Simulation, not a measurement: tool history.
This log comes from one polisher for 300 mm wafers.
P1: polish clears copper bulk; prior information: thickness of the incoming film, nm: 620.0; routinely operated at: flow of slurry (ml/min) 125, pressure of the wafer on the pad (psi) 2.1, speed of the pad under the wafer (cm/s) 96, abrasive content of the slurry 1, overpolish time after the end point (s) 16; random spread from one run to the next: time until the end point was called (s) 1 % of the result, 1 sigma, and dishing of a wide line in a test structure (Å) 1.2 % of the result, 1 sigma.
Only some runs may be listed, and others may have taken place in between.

run,hour,flow of slurry (ml/min),pressure of the wafer on the pad (psi),speed of the pad under the wafer (cm/s),abrasive content of the slurry,overpolish time after the end point (s),wafers polished on this pad,hours since the slurry nozzle was cleaned,hours since the head pressure was calibrated,hours since the slurry blender was calibrated,time until the end point was called (s),dishing of a wide line in a test structure (Å)
1,11.2,125,2.1,96,1,16,466,412.5,341.3,175.4,94.918,600.98
2,19.6,125,1.1,96,1,16,530,420.9,349.7,183.8,180.02,340.92
3,32.7,160,1.6,96,1,16,631,434,362.8,196.9,117.41,494.32
4,48.9,190,2.1,96,1,27,755,450.2,379,213.1,87.818,862.09
5,64.5,125,2.1,96,1,16,874,465.8,394.6,228.7,95.129,579.69
6,80.4,125,2.1,96,1,16,996,481.7,410.5,244.6,93.245,583.68
7,93,125,2.1,152,1,16,1093,494.3,423.1,257.2,59.837,794.43
8,110.6,125,2.1,64,1,16,1228,511.9,440.7,274.8,145.57,438.03
9,123.7,125,3.2,96,1,16,1328,525,453.8,287.9,62.535,814
10,138.8,125,2.1,96,1,5,1444,540.1,468.9,303,92.808,232.17
11,155.6,125,2.1,96,1,16,1573,556.9,485.7,319.8,93.764,597.63
12,166.9,125,2.1,96,1.45,16,1659,568.2,497,331.1,86.505,630.21
13,179.8,125,2.1,96,1,16,1758,581.1,509.9,344,93.767,596.37
# hour 188: slurry nozzle cleaned
14,188.9,125,2.1,96,1,32,1828,1,519,353.1,95.068,874.95
15,203.3,125,2.1,96,0.55,16,1939,15.4,533.4,367.5,106.86,546.33
16,220.3,85,2.1,96,1,16,2069,32.4,550.4,384.5,104.92,554.89
17,229.7,190,2.1,96,1,16,2141,41.8,559.8,393.9,87.857,618.53
18,240.1,125,2.1,96,1,16,2221,52.2,570.2,404.3,96.167,588.34
19,256.7,125,2.1,96,1,16,2348,68.8,586.8,420.9,98.764,584.35
20,271.8,125,2.1,96,1,16,2464,83.9,601.9,436,100.5,566.14
21,283.8,125,2.1,96,1,16,2556,95.9,613.9,448,102.03,563.39
# hour 292: head pressure recalibrated
22,296.4,125,2.1,96,1,16,2652,108.5,4.5,460.6,102.17,563.37
23,312.6,125,2.1,96,1,16,2777,124.7,20.7,476.8,106.35,548.64
24,328.6,125,2.1,96,1,16,2899,140.7,36.7,492.8,104.47,549.57
# hour 332.6: slurry blender recalibrated
25,337,125,2.1,96,1,16,2964,149.1,45.1,4.4,107.9,549.92
26,352.8,125,2.1,96,1,16,3085,164.9,60.9,20.2,104.67,536.55
27,371.1,125,2.1,96,1,16,3225,183.2,79.2,38.5,106.47,540.18
28,387.6,125,2.1,96,1,16,3352,199.7,95.7,55,106.01,553.35

Something has made what P1 gives creep away from where it was; the 2 causes below, each at its own stated size, fit the log equally well:
A: slurry flow missing at the pad, % = 37.6
B: removal rate lost through wear of the pad, % = 11.2
The gradual shift began around hour 240.1.
Every other cause this tool's parts could produce, and why it does not fit the log:
head's pressure below its setpoint, %: serviced at hour 292, after the drift had started, without restoring the earlier output
abrasive missing from the slurry, %: serviced at hour 332.6, after the drift had started, without restoring the earlier output

Below are 4 check runs, each averaged over 5 wafers, with their results shown as question marks. Which of them would give clearly different results depending on which cause is behind the drift?
check 1,404.1,125,1.1,96,0.6,16,,,,,?,?
check 2,404.1,190,2.1,96,1,16,,,,,?,?
check 3,404.1,125,2.1,146,0.8,16,,,,,?,?
check 4,404.1,125,2.1,148,1,16,,,,,?,?

Expected result of each check under each candidate cause:
check,result,if A,if B
check 1,time until the end point was called (s),226.26,226.22
check 1,dishing of a wide line in a test structure (Å),286.82,286.86
check 2,time until the end point was called (s),95.681,99.31
check 2,dishing of a wide line in a test structure (Å),589.05,573.87
check 3,time until the end point was called (s),73.47,73.459
check 3,dishing of a wide line in a test structure (Å),701.12,701.19
check 4,time until the end point was called (s),69.137,69.127
check 4,dishing of a wide line in a test structure (Å),727.61,727.68
How far apart the two closest causes lie, in the result that separates them most: check 1 0.02 %; check 2 3.72 %; check 3 0.02 %; check 4 0.02 %
Only in check 2 would the causes give clearly different results; in the remaining checks their results would be nearly the same.

Here is what check 2 returned: time until the end point was called (s) 95.266; dishing of a wide line in a test structure (Å) 589.05. Which cause is it?

The cause is A: slurry flow missing at the pad, %.
